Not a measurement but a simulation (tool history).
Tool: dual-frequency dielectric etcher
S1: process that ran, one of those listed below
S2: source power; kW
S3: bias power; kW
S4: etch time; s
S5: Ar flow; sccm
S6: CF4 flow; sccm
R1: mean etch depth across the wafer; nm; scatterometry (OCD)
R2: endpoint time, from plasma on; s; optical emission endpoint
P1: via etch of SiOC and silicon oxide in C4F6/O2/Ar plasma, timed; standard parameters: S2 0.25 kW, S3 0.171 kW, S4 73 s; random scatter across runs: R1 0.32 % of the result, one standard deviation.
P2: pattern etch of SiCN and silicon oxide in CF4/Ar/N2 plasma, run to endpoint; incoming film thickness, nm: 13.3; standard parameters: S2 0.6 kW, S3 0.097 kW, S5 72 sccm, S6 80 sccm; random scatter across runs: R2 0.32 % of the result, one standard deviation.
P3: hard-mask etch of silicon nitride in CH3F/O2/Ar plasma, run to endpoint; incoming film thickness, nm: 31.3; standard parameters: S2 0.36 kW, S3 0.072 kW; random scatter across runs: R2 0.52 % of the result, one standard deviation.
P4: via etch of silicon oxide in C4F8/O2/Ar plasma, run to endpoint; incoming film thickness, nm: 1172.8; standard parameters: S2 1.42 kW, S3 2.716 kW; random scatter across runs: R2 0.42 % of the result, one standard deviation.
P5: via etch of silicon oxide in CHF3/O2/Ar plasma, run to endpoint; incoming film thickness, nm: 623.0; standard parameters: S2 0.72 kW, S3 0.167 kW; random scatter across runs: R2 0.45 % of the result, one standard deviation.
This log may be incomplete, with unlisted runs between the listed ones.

{"run": 1, "hour": 14.0, "S1": "P1", "S2": 0.25, "S3": 0.171, "S4": 73, "R1": 66.986}
{"run": 2, "hour": 26.6, "S1": "P1", "S2": 0.25, "S3": 0.171, "S4": 73, "R1": 67.312}
{"run": 3, "hour": 37.1, "S1": "P5", "S2": 0.72, "S3": 0.121, "R2": 336.63}
{"run": 4, "hour": 48.9, "S1": "P3", "S2": 0.21, "S3": 0.072, "R2": 58.297}
{"run": 5, "hour": 64.5, "S1": "P1", "S2": 0.16, "S3": 0.127, "S4": 73, "R1": 50.997}
{"run": 6, "hour": 75.0, "S1": "P1", "S2": 0.25, "S3": 0.23, "S4": 96, "R1": 97.621}
{"run": 7, "hour": 85.9, "S1": "P5", "S2": 0.72, "S3": 0.167, "R2": 304.91}
{"run": 8, "hour": 98.3, "S1": "P4", "S2": 1.42, "S3": 2.716, "R2": 242.8}
{"run": 9, "hour": 110.7, "S1": "P2", "S2": 0.6, "S3": 0.097, "S5": 72, "S6": 66, "R2": 10.173}
{"run": 10, "hour": 123.7, "S1": "P1", "S2": 0.25, "S3": 0.171, "S4": 96.5, "R1": 88.757}
{"run": 11, "hour": 138.7, "S1": "P1", "S2": 0.16, "S3": 0.171, "S4": 73, "R1": 56.361}
{"run": 12, "hour": 153.5, "S1": "P5", "S2": 0.54, "S3": 0.167, "R2": 338.81}
{"run": 13, "hour": 167.1, "S1": "P1", "S2": 0.25, "S3": 0.21, "S4": 91.5, "R1": 90.138}
{"run": 14, "hour": 174.0, "S1": "P2", "S2": 0.6, "S3": 0.097, "S5": 72, "S6": 80, "R2": 9.8928}
{"run": 15, "hour": 187.8, "S1": "P1", "S2": 0.25, "S3": 0.134, "S4": 73, "R1": 61.964}
{"run": 16, "hour": 196.6, "S1": "P1", "S2": 0.25, "S3": 0.171, "S4": 73, "R1": 66.936}
{"run": 17, "hour": 211.9, "S1": "P1", "S2": 0.25, "S3": 0.171, "S4": 73, "R1": 66.799}
{"run": 18, "hour": 224.6, "S1": "P2", "S2": 0.6, "S3": 0.097, "S5": 99, "S6": 80, "R2": 10.346}
{"run": 19, "hour": 237.0, "S1": "P1", "S2": 0.25, "S3": 0.24, "S4": 73, "R1": 75.249}
{"run": 20, "hour": 251.6, "S1": "P2", "S2": 0.6, "S3": 0.134, "S5": 72, "S6": 80, "R2": 8.8665}
{"run": 21, "hour": 266.0, "S1": "P4", "S2": 0.83, "S3": 2.716, "R2": 297.09}
{"run": 22, "hour": 280.9, "S1": "P5", "S2": 0.72, "S3": 0.167, "R2": 304.83}
{"run": 23, "hour": 295.9, "S1": "P1", "S2": 0.32, "S3": 0.171, "S4": 73, "R1": 73.675}
{"run": 24, "hour": 307.5, "S1": "P2", "S2": 0.6, "S3": 0.097, "S5": 72, "S6": 80, "R2": 9.957}
{"run": 25, "hour": 319.7, "S1": "P3", "S2": 0.36, "S3": 0.072, "R2": 47.36}
{"run": 26, "hour": 327.4, "S1": "P2", "S2": 0.44, "S3": 0.097, "S5": 72, "S6": 80, "R2": 13.129}
{"run": 27, "hour": 334.6, "S1": "P4", "S2": 1.42, "S3": 3.363, "R2": 225.86}
{"run": 28, "hour": 344.0, "S1": "P3", "S2": 0.36, "S3": 0.05, "R2": 53.955}
{"run": 29, "hour": 354.4, "S1": "P4", "S2": 1.42, "S3": 2.716, "R2": 241.94}
{"run": 30, "hour": 365.5, "S1": "P1", "S2": 0.25, "S3": 0.171, "S4": 47, "R1": 43.207}
{"run": 31, "hour": 375.1, "S1": "P1", "S2": 0.25, "S3": 0.171, "S4": 73, "R1": 67.114}
{"run": 32, "hour": 385.7, "S1": "P1", "S2": 0.25, "S3": 0.171, "S4": 73, "R1": 67.222}
{"run": 33, "hour": 399.3, "S1": "P1", "S2": 0.25, "S3": 0.171, "S4": 73, "R1": 67.473}
{"run": 34, "hour": 407.5, "S1": "P1", "S2": 0.25, "S3": 0.171, "S4": 73, "R1": 67.714}
{"run": 35, "hour": 415.9, "S1": "P1", "S2": 0.25, "S3": 0.171, "S4": 73, "R1": 67.985}
{"run": 36, "hour": 429.7, "S1": "P1", "S2": 0.25, "S3": 0.171, "S4": 73, "R1": 68.11}
{"run": 37, "hour": 437.6, "S1": "P1", "S2": 0.25, "S3": 0.171, "S4": 73, "R1": 68.48}

What will run 38 give?
{"hour": 440.9, "done": "wet clean of the chamber"}
{"run": 38, "hour": 447.0, "S1": "P1", "S2": 0.25, "S3": 0.171, "S4": 73, "R1": "?"}

Run 38 came out at R1 68.024 nm.
